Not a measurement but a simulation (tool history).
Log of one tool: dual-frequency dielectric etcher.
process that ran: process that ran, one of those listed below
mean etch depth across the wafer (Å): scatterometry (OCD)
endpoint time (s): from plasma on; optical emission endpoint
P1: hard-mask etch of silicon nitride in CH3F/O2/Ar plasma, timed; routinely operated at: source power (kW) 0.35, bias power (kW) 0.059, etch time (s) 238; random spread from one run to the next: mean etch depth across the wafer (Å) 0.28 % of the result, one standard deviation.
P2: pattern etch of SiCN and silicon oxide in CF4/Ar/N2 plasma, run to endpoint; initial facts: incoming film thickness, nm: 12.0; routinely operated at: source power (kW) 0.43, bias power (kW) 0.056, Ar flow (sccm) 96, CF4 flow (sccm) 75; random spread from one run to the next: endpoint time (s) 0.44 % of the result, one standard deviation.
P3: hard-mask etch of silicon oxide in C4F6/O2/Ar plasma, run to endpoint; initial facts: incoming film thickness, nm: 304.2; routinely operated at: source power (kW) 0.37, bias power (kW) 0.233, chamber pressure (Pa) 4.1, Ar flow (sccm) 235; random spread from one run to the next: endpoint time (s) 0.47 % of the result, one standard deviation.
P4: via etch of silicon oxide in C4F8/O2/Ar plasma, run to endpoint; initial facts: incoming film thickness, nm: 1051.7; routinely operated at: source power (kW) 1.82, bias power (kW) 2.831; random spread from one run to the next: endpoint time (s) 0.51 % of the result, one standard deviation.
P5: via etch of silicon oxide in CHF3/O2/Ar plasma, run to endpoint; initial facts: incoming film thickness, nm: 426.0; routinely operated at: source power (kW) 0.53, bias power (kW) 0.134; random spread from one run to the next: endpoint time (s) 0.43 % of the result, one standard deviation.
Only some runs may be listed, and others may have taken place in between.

run,hour,process that ran,source power (kW),bias power (kW),etch time (s),chamber pressure (Pa),Ar flow (sccm),CF4 flow (sccm),hours since the last wet clean,hours since the last source power generator calibration,hours since the last bias power generator calibration,mean etch depth across the wafer (Å),endpoint time (s)
1,5.9,P1,0.35,0.059,238,,,,123.3,332.9,1768.7,1472.7,
2,12,P3,0.5,0.233,,4.1,235,,129.4,339,1774.8,,78.056
3,15.1,P1,0.28,0.04,238,,,,132.5,342.1,1777.9,1197.1,
4,20,P3,0.37,0.233,,4.1,235,,137.4,347,1782.8,,87.353
5,23,P1,0.35,0.059,238,,,,140.4,350,1785.8,1479.8,
# hour 23.3: source power generator calibrated
6,28.4,P2,0.43,0.077,,,96,75,145.8,5.2,1791.2,,13.747
7,34.1,P4,1.82,2.115,,,,,151.5,10.9,1796.9,,222.66
8,39.2,P1,0.49,0.059,238,,,,156.6,16,1802,1678.1,
9,43,P2,0.43,0.056,,,71,75,160.4,19.8,1805.8,,14.516
10,48.1,P3,0.37,0.233,,4.1,156,,165.5,24.9,1810.9,,83.011
11,53.6,P4,1.82,2.831,,,,,171,30.4,1816.4,,202.89
12,57.8,P2,0.61,0.056,,,96,75,175.2,34.6,1820.6,,11.187
13,62.2,P1,0.35,0.059,238,,,,179.6,39,1825,1464.3,
14,68.1,P1,0.43,0.081,238,,,,185.5,44.9,1830.9,1777.6,
15,71.4,P2,0.43,0.056,,,96,75,188.8,48.2,1834.2,,15.245
16,74.4,P1,0.35,0.059,335,,,,191.8,51.2,1837.2,2077.6,
17,79.6,P1,0.35,0.059,169,,,,197,56.4,1842.4,1049.6,
18,83.5,P1,0.35,0.059,238,,,,200.9,60.3,1846.3,1480.1,
19,88,P5,0.53,0.078,,,,,205.4,64.8,1850.8,,300.04
20,94.1,P1,0.35,0.059,238,,,,211.5,70.9,1856.9,1474.5,
21,97.6,P3,0.37,0.294,,4.1,235,,215,74.4,1860.4,,80.112
22,102.6,P5,0.42,0.134,,,,,220,79.4,1865.4,,279.58
23,108.7,P2,0.43,0.056,,,96,101,226.1,85.5,1871.5,,14.629
24,112.2,P5,0.53,0.134,,,,,229.6,89,1875,,255.23
25,118.7,P1,0.35,0.07,238,,,,236.1,95.5,1881.5,1563.8,
26,122.5,P4,2.56,2.831,,,,,239.9,99.3,1885.3,,176.82
27,126,P3,0.37,0.233,,4.1,235,,243.4,102.8,1888.8,,87.28

What will run 28 give?
28,129.5,P3,0.37,0.233,,4.9,235,,246.9,106.3,1892.3,,?

endpoint time (s): 89.104
